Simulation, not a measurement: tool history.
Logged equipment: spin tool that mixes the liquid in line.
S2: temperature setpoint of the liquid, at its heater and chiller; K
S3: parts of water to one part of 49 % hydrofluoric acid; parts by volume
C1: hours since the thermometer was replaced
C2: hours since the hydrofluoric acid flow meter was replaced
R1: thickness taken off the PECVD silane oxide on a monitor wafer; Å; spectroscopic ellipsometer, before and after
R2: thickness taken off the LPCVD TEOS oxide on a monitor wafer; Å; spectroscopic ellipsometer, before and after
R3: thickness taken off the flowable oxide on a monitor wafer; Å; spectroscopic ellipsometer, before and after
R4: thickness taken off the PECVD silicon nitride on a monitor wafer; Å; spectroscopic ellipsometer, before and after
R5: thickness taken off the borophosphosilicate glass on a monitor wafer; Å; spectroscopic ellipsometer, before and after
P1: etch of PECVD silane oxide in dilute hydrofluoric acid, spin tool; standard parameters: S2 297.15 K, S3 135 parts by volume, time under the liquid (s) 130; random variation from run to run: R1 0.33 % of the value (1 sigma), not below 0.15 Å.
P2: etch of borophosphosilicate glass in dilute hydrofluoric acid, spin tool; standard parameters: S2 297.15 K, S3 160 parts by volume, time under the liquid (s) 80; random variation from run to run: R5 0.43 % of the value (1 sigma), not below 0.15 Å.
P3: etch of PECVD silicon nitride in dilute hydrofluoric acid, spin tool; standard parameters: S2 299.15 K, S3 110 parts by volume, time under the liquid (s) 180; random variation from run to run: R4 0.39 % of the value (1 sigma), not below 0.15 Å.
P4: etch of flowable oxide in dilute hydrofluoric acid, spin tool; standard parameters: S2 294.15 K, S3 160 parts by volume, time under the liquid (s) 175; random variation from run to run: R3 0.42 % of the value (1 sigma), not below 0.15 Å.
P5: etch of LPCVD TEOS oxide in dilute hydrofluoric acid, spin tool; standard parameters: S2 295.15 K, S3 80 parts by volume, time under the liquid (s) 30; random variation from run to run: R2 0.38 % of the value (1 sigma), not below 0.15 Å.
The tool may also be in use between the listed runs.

{"run": 1, "hour": 7.6, "process that ran": "P1", "S2": 297.15, "S3": 135, "time under the liquid (s)": 130, "C1": 347.5, "C2": 792.4, "R1": 234.81}
{"run": 2, "hour": 16.6, "process that ran": "P5", "S2": 290.15, "S3": 80, "time under the liquid (s)": 30, "C1": 356.5, "C2": 801.4, "R2": 51.212}
{"run": 3, "hour": 23.4, "process that ran": "P4", "S2": 294.15, "S3": 160, "time under the liquid (s)": 300, "C1": 363.3, "C2": 808.2, "R3": 602.67}
{"run": 4, "hour": 31.0, "process that ran": "P5", "S2": 295.15, "S3": 80, "time under the liquid (s)": 30, "C1": 370.9, "C2": 815.8, "R2": 63.337}
{"run": 5, "hour": 40.3, "process that ran": "P3", "S2": 299.15, "S3": 110, "time under the liquid (s)": 270, "C1": 380.2, "C2": 825.1, "R4": 88.477}
{"run": 6, "hour": 45.1, "process that ran": "P3", "S2": 299.15, "S3": 110, "time under the liquid (s)": 180, "C1": 385.0, "C2": 829.9, "R4": 58.267}
{"run": 7, "hour": 51.0, "process that ran": "P2", "S2": 290.65, "S3": 160, "time under the liquid (s)": 80, "C1": 390.9, "C2": 835.8, "R5": 118.72}
{"run": 8, "hour": 59.8, "process that ran": "P3", "S2": 299.15, "S3": 110, "time under the liquid (s)": 180, "C1": 399.7, "C2": 844.6, "R4": 58.966}
{"run": 9, "hour": 69.3, "process that ran": "P3", "S2": 299.15, "S3": 200, "time under the liquid (s)": 180, "C1": 409.2, "C2": 854.1, "R4": 32.47}
{"run": 10, "hour": 79.5, "process that ran": "P1", "S2": 297.15, "S3": 60, "time under the liquid (s)": 130, "C1": 419.4, "C2": 864.3, "R1": 580.08}
{"run": 11, "hour": 85.1, "process that ran": "P3", "S2": 305.65, "S3": 110, "time under the liquid (s)": 180, "C1": 425.0, "C2": 869.9, "R4": 88.65}
{"run": 12, "hour": 91.8, "process that ran": "P4", "S2": 294.15, "S3": 160, "time under the liquid (s)": 175, "C1": 431.7, "C2": 876.6, "R3": 352.08}
{"run": 13, "hour": 97.3, "process that ran": "P1", "S2": 300.15, "S3": 135, "time under the liquid (s)": 50, "C1": 437.2, "C2": 882.1, "R1": 102.01}
{"run": 14, "hour": 104.2, "process that ran": "P2", "S2": 297.15, "S3": 160, "time under the liquid (s)": 80, "C1": 444.1, "C2": 889.0, "R5": 152.3}
{"run": 15, "hour": 109.8, "process that ran": "P4", "S2": 294.15, "S3": 80, "time under the liquid (s)": 175, "C1": 449.7, "C2": 894.6, "R3": 765.34}
{"run": 16, "hour": 117.2, "process that ran": "P5", "S2": 295.15, "S3": 45, "time under the liquid (s)": 30, "C1": 457.1, "C2": 902.0, "R2": 116.93}
{"run": 17, "hour": 122.6, "process that ran": "P1", "S2": 291.15, "S3": 135, "time under the liquid (s)": 130, "C1": 462.5, "C2": 907.4, "R1": 185.43}
{"run": 18, "hour": 131.1, "process that ran": "P1", "S2": 297.15, "S3": 135, "time under the liquid (s)": 20, "C1": 471.0, "C2": 915.9, "R1": 35.967}
{"run": 19, "hour": 136.7, "process that ran": "P1", "S2": 297.15, "S3": 135, "time under the liquid (s)": 130, "C1": 476.6, "C2": 921.5, "R1": 233.99}
{"run": 20, "hour": 141.5, "process that ran": "P5", "S2": 295.15, "S3": 80, "time under the liquid (s)": 15, "C1": 481.4, "C2": 926.3, "R2": 31.367}
{"run": 21, "hour": 150.9, "process that ran": "P2", "S2": 297.15, "S3": 160, "time under the liquid (s)": 25, "C1": 490.8, "C2": 935.7, "R5": 47.369}
{"run": 22, "hour": 160.2, "process that ran": "P1", "S2": 297.15, "S3": 220, "time under the liquid (s)": 130, "C1": 500.1, "C2": 945.0, "R1": 131.63}
{"run": 23, "hour": 167.7, "process that ran": "P1", "S2": 297.15, "S3": 245, "time under the liquid (s)": 50, "C1": 507.6, "C2": 952.5, "R1": 44.127}
{"run": 24, "hour": 177.4, "process that ran": "P1", "S2": 297.15, "S3": 135, "time under the liquid (s)": 130, "C1": 517.3, "C2": 962.2, "R1": 234.19}
{"run": 25, "hour": 187.7, "process that ran": "P2", "S2": 297.15, "S3": 160, "time under the liquid (s)": 80, "C1": 527.6, "C2": 972.5, "R5": 151.78}
{"run": 26, "hour": 194.6, "process that ran": "P1", "S2": 297.15, "S3": 135, "time under the liquid (s)": 190, "C1": 534.5, "C2": 979.4, "R1": 345.08}
{"run": 27, "hour": 200.5, "process that ran": "P4", "S2": 290.15, "S3": 160, "time under the liquid (s)": 175, "C1": 540.4, "C2": 985.3, "R3": 300.99}
{"run": 28, "hour": 209.9, "process that ran": "P1", "S2": 302.65, "S3": 135, "time under the liquid (s)": 130, "C1": 549.8, "C2": 994.7, "R1": 288.35}
{"run": 29, "hour": 217.2, "process that ran": "P1", "S2": 297.15, "S3": 135, "time under the liquid (s)": 130, "C1": 557.1, "C2": 1002.0, "R1": 235.29}
{"run": 30, "hour": 223.5, "process that ran": "P2", "S2": 297.15, "S3": 100, "time under the liquid (s)": 80, "C1": 563.4, "C2": 1008.3, "R5": 261.51}
{"run": 31, "hour": 230.7, "process that ran": "P1", "S2": 297.15, "S3": 135, "time under the liquid (s)": 130, "C1": 570.6, "C2": 1015.5, "R1": 235.83}
{"run": 32, "hour": 240.6, "process that ran": "P1", "S2": 297.15, "S3": 135, "time under the liquid (s)": 130, "C1": 580.5, "C2": 1025.4, "R1": 243.86}
{"run": 33, "hour": 245.6, "process that ran": "P1", "S2": 297.15, "S3": 135, "time under the liquid (s)": 130, "C1": 585.5, "C2": 1030.4, "R1": 244.4}
{"run": 34, "hour": 250.8, "process that ran": "P1", "S2": 297.15, "S3": 135, "time under the liquid (s)": 130, "C1": 590.7, "C2": 1035.6, "R1": 247.33}
{"run": 35, "hour": 258.0, "process that ran": "P1", "S2": 297.15, "S3": 135, "time under the liquid (s)": 130, "C1": 597.9, "C2": 1042.8, "R1": 248.71}
{"run": 36, "hour": 267.2, "process that ran": "P1", "S2": 297.15, "S3": 135, "time under the liquid (s)": 130, "C1": 607.1, "C2": 1052.0, "R1": 251.04}
{"run": 37, "hour": 274.6, "process that ran": "P1", "S2": 297.15, "S3": 135, "time under the liquid (s)": 130, "C1": 614.5, "C2": 1059.4, "R1": 252.79}
{"run": 38, "hour": 279.5, "process that ran": "P1", "S2": 297.15, "S3": 135, "time under the liquid (s)": 130, "C1": 619.4, "C2": 1064.3, "R1": 250.61}
{"run": 39, "hour": 287.7, "process that ran": "P1", "S2": 297.15, "S3": 135, "time under the liquid (s)": 130, "C1": 627.6, "C2": 1072.5, "R1": 251.58}

Run 40 has not been measured yet. What should we expect?
{"run": 40, "hour": 295.0, "process that ran": "P1", "S2": 297.15, "S3": 135, "time under the liquid (s)": 130, "C1": 634.9, "C2": 1079.8, "R1": "?"}

R1: 251.710 Å

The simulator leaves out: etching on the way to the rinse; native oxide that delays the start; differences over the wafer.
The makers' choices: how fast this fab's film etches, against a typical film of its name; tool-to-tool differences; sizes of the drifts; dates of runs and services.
